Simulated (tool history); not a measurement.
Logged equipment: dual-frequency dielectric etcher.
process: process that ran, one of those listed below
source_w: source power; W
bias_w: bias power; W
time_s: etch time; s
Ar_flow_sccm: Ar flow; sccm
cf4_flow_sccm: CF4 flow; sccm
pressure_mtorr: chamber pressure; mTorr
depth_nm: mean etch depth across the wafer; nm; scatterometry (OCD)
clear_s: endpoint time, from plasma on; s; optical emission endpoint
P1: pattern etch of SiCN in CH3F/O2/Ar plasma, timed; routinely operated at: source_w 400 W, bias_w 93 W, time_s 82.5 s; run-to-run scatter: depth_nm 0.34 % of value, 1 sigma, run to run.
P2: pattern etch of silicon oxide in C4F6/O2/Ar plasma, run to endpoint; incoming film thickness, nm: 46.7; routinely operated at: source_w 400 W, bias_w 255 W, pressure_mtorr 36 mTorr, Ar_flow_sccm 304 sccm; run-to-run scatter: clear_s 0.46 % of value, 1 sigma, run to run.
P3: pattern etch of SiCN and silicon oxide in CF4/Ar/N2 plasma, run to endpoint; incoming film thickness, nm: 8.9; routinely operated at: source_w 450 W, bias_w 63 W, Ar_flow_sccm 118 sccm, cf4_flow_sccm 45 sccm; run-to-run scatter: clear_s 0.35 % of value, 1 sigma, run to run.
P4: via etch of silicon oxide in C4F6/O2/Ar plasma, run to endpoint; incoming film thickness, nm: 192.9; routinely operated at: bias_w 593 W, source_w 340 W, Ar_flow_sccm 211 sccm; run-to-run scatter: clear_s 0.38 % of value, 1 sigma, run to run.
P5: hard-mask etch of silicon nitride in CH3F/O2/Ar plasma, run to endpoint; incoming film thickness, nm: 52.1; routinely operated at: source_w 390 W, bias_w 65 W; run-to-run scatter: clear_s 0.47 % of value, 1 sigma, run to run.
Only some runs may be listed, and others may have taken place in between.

run     day  process  source_w  bias_w  time_s  Ar_flow_sccm  cf4_flow_sccm  pressure_mtorr  depth_nm  clear_s
  1     0.2       P1       400      93    82.5                                                 34.101
  2   0.371       P3       450      63                    77             45                             11.215
  3   0.642       P4       340     593                   133                                            38.209
  4   0.921       P3       450      63                   118             45                             12.085
  5   1.233       P2       400     255                   304                           28.5             13.089
  6   1.504       P3       450      63                   118             29                             13.024
  7   1.696       P3       450      63                   118             45                             12.089
  8   1.996       P4       340     593                   211                                            39.808
  9   2.292       P1       560      66    82.5                                                  34.31
 10   2.646       P1       300      93    82.5                                                 30.604
 11   2.908       P4       340     702                   211                                            37.585
 12   3.117       P2       400     308                   304                             36             12.781
 13    3.35       P2       270     255                   304                             36             15.731
 14   3.708       P5       390      91                                                                  70.364
 15   4.021       P1       400      93    82.5                                                 34.178
 16   4.325       P1       400      93    82.5                                                 33.779
 17   4.592       P1       400      62    82.5                                                   29.4
 18   4.892       P5       390      65                                                                   78.09
 19   5.108       P3       590      63                   118             45                             9.5394
 20   5.496       P4       220     593                   211                                            46.745
 21   5.875       P2       400     255                   304                             36             13.541
 22   6.225       P1       400      93    48.5                                                 20.051
 23   6.475       P2       400     255                   304                             36             13.579
 24   6.654       P1       400      93    82.5                                                 34.056
 25   7.042       P3       450      45                   118             45                              13.66
 26   7.429       P1       400      63    55.5                                                 19.921
 27   7.746       P1       550      93    82.5                                                  38.42
 28   8.096       P1       400      93    82.5                                                 33.957
 29   8.471       P5       390      65                                                                  78.129
 30   8.658       P2       400     255                   404                             36             13.964
 31   8.871       P1       400      93   115.5                                                 47.902
 32   9.158       P5       300      65                                                                  86.878
 33   9.425       P1       400     110    82.5                                                 36.285
 34   9.646       P1       400      93    82.5                                                 34.116
 35   9.938       P1       400      93    82.5                                                 34.375
 36  10.267       P1       400      93    82.5                                                 34.517
     10.408  -- wet clean of the chamber
 37  10.521       P1       400      93    82.5                                                 34.647
 38  10.742       P1       400      93    82.5                                                  34.58
 39  11.088       P1       400      93    82.5                                                 34.537
 40  11.279       P1       400      93    82.5                                                 34.594

What P1 gives has crept away from where it was. These 2 causes fit the log equally well, each at the size given:
A: source power that arrives over what is set, % = 4.74
B: bias power that arrives over what is set, % = 4.69
Creep in the process output first set in at about day 9.646.
Why every other cause is out:
chamber walls in a state that raises the etch rate, %: serviced after onset, at day 10.408, with no recovery of the prior output

The list below offers 4 check runs, each averaging the results of 2 wafers, and shows each result as a question mark. For which of them would the listed causes give clearly different results?
check 1  11.471       P4       340     593                   211                                                 ?
check 2  11.471       P5       390      65                                                                       ?
check 3  11.471       P3       450      63                   118             45                                  ?
check 4  11.471       P2       400     255                   304                             36                  ?

Outcome of each check run for each possible cause:
  check   result    if A    if B
check 1  clear_s  39.336  39.305
check 2  clear_s  77.096  77.269
check 3  clear_s  11.658  11.939
check 4  clear_s  13.292   13.32
Per-check spread between the two closest causes, in the result where they differ most: check 1 0.08 %; check 2 0.22 %; check 3 2.38 %; check 4 0.21 %
Only check 3 tells the causes apart: in the others they would give nearly the same result.

The results of check 3 are: clear_s 11.642 s. Based on these, which of the listed causes is it?

A is the cause: source power that arrives over what is set, %.
